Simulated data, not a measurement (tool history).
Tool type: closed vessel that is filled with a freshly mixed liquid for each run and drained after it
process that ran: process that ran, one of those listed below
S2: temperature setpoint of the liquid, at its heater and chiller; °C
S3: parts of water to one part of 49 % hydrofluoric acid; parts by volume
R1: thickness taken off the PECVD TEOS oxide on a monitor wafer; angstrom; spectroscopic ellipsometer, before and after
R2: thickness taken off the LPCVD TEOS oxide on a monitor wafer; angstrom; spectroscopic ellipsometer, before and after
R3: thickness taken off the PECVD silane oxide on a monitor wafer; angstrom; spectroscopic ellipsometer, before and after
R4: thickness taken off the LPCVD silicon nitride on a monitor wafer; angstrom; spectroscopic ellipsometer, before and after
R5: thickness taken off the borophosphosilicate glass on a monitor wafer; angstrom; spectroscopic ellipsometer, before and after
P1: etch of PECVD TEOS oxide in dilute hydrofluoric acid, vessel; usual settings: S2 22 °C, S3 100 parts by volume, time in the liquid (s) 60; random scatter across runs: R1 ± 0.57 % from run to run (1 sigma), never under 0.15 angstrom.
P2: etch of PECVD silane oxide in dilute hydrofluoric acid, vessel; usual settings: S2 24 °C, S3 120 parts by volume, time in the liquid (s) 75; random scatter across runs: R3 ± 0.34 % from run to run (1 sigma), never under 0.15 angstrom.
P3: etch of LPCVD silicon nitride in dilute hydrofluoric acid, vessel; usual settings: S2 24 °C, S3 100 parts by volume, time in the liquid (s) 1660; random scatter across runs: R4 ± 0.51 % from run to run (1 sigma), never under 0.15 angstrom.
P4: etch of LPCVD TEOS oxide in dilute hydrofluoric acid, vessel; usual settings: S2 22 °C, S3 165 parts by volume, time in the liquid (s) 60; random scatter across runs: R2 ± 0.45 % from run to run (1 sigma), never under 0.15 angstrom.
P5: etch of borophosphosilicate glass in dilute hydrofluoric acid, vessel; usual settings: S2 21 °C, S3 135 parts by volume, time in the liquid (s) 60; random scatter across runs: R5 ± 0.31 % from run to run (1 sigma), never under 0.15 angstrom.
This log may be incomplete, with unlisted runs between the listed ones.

{"run": 1, "hour": 8.6, "process that ran": "P1", "S2": 22, "S3": 100, "time in the liquid (s)": 60, "R1": 154.16}
{"run": 2, "hour": 23.9, "process that ran": "P4", "S2": 22, "S3": 165, "time in the liquid (s)": 120, "R2": 348.86}
{"run": 3, "hour": 35.6, "process that ran": "P2", "S2": 28, "S3": 120, "time in the liquid (s)": 75, "R3": 108.19}
{"run": 4, "hour": 47.5, "process that ran": "P2", "S2": 24, "S3": 120, "time in the liquid (s)": 75, "R3": 93.353}
{"run": 5, "hour": 55.3, "process that ran": "P1", "S2": 22, "S3": 100, "time in the liquid (s)": 60, "R1": 151.8}
{"run": 6, "hour": 71.4, "process that ran": "P3", "S2": 24, "S3": 160, "time in the liquid (s)": 1660, "R4": 51.529}
{"run": 7, "hour": 85.4, "process that ran": "P4", "S2": 22, "S3": 75, "time in the liquid (s)": 60, "R2": 423.44}
{"run": 8, "hour": 97.4, "process that ran": "P1", "S2": 28.5, "S3": 100, "time in the liquid (s)": 60, "R1": 198.94}
{"run": 9, "hour": 107.6, "process that ran": "P2", "S2": 24, "S3": 35, "time in the liquid (s)": 75, "R3": 354.37}
{"run": 10, "hour": 117.1, "process that ran": "P1", "S2": 22, "S3": 100, "time in the liquid (s)": 105, "R1": 265.11}
{"run": 11, "hour": 130.9, "process that ran": "P3", "S2": 24, "S3": 100, "time in the liquid (s)": 1660, "R4": 81.413}
{"run": 12, "hour": 142.4, "process that ran": "P5", "S2": 27, "S3": 135, "time in the liquid (s)": 60, "R5": 306.67}
{"run": 13, "hour": 155.2, "process that ran": "P3", "S2": 29, "S3": 100, "time in the liquid (s)": 1660, "R4": 113.05}
{"run": 14, "hour": 168.9, "process that ran": "P5", "S2": 21, "S3": 65, "time in the liquid (s)": 60, "R5": 544.96}
{"run": 15, "hour": 177.9, "process that ran": "P1", "S2": 30, "S3": 150, "time in the liquid (s)": 60, "R1": 130.02}
{"run": 16, "hour": 186.8, "process that ran": "P1", "S2": 22, "S3": 100, "time in the liquid (s)": 60, "R1": 152.45}
{"run": 17, "hour": 201.0, "process that ran": "P2", "S2": 24, "S3": 120, "time in the liquid (s)": 30, "R3": 36.891}
{"run": 18, "hour": 215.0, "process that ran": "P3", "S2": 24, "S3": 100, "time in the liquid (s)": 3120, "R4": 152.06}
{"run": 19, "hour": 230.1, "process that ran": "P1", "S2": 22, "S3": 100, "time in the liquid (s)": 60, "R1": 151.32}
{"run": 20, "hour": 245.1, "process that ran": "P1", "S2": 22, "S3": 180, "time in the liquid (s)": 60, "R1": 77.667}
{"run": 21, "hour": 256.9, "process that ran": "P1", "S2": 22, "S3": 100, "time in the liquid (s)": 60, "R1": 154.48}
{"run": 22, "hour": 267.5, "process that ran": "P4", "S2": 22, "S3": 165, "time in the liquid (s)": 60, "R2": 174.45}
{"run": 23, "hour": 282.9, "process that ran": "P4", "S2": 17.5, "S3": 165, "time in the liquid (s)": 60, "R2": 145.19}
{"run": 24, "hour": 292.3, "process that ran": "P5", "S2": 21, "S3": 135, "time in the liquid (s)": 30, "R5": 121.45}
{"run": 25, "hour": 304.8, "process that ran": "P1", "S2": 22, "S3": 35, "time in the liquid (s)": 60, "R1": 472.54}
{"run": 26, "hour": 317.5, "process that ran": "P5", "S2": 21, "S3": 135, "time in the liquid (s)": 60, "R5": 243.46}
{"run": 27, "hour": 330.2, "process that ran": "P1", "S2": 22, "S3": 100, "time in the liquid (s)": 30, "R1": 76.719}
{"run": 28, "hour": 346.9, "process that ran": "P1", "S2": 17, "S3": 100, "time in the liquid (s)": 60, "R1": 124.65}
{"run": 29, "hour": 359.2, "process that ran": "P1", "S2": 22, "S3": 100, "time in the liquid (s)": 60, "R1": 153.54}
{"run": 30, "hour": 372.7, "process that ran": "P1", "S2": 22, "S3": 100, "time in the liquid (s)": 60, "R1": 156.3}
{"run": 31, "hour": 382.5, "process that ran": "P1", "S2": 22, "S3": 100, "time in the liquid (s)": 60, "R1": 159.38}
{"run": 32, "hour": 396.6, "process that ran": "P1", "S2": 22, "S3": 100, "time in the liquid (s)": 60, "R1": 159.88}
{"run": 33, "hour": 413.3, "process that ran": "P1", "S2": 22, "S3": 100, "time in the liquid (s)": 60, "R1": 163.31}
{"run": 34, "hour": 421.8, "process that ran": "P1", "S2": 22, "S3": 100, "time in the liquid (s)": 60, "R1": 162.82}
{"run": 35, "hour": 436.4, "process that ran": "P1", "S2": 22, "S3": 100, "time in the liquid (s)": 60, "R1": 163.48}
{"run": 36, "hour": 445.5, "process that ran": "P1", "S2": 22, "S3": 100, "time in the liquid (s)": 60, "R1": 164.6}
{"run": 37, "hour": 455.3, "process that ran": "P1", "S2": 22, "S3": 100, "time in the liquid (s)": 60, "R1": 163.63}
{"run": 38, "hour": 466.5, "process that ran": "P1", "S2": 22, "S3": 100, "time in the liquid (s)": 60, "R1": 165.2}
{"run": 39, "hour": 477.0, "process that ran": "P1", "S2": 22, "S3": 100, "time in the liquid (s)": 60, "R1": 163.4}
{"run": 40, "hour": 485.0, "process that ran": "P1", "S2": 22, "S3": 100, "time in the liquid (s)": 60, "R1": 164.49}

P1 no longer gives what it gave before; its output has crept away from where it was. The following 2 causes, each at its listed size, fit the log equally well:
A: liquid hotter than its thermometer reads (K) = 1.81
B: hydrofluoric acid flow above the setpoint (%) = 6.7
Onset of the creep was near hour 359.2.

Consider the 4 single-wafer check runs listed below, results given as question marks: which one distinguishes between the causes by giving clearly different results for each?
{"run": "check 1", "hour": 493.0, "process that ran": "P5", "S2": 21, "S3": 135, "time in the liquid (s)": 60, "R5": "?"}
{"run": "check 2", "hour": 493.0, "process that ran": "P4", "S2": 22, "S3": 165, "time in the liquid (s)": 60, "R2": "?"}
{"run": "check 3", "hour": 493.0, "process that ran": "P3", "S2": 24, "S3": 100, "time in the liquid (s)": 1660, "R4": "?"}
{"run": "check 4", "hour": 493.0, "process that ran": "P2", "S2": 24, "S3": 120, "time in the liquid (s)": 75, "R3": "?"}

Expected result of each check under each candidate cause:
check=check_1 result=R5 if_A=261.19 if_B=261.92
check=check_2 result=R2 if_A=186.51 if_B=187.77
check=check_3 result=R4 if_A=91.45 if_B=86.609
check=check_4 result=R3 if_A=99.658 if_B=100.04
Distance between the nearest two causes, measured in the result of the check that separates them most: check 1 0.28 %; check 2 0.67 %; check 3 5.44 %; check 4 0.39 %
The causes can be told apart only by check 3. The other checks would give nearly the same results under each of them.

Check 3 was then run and gave: R4 91.176 angstrom. Which cause is it?

The cause is A: liquid hotter than its thermometer reads (K).

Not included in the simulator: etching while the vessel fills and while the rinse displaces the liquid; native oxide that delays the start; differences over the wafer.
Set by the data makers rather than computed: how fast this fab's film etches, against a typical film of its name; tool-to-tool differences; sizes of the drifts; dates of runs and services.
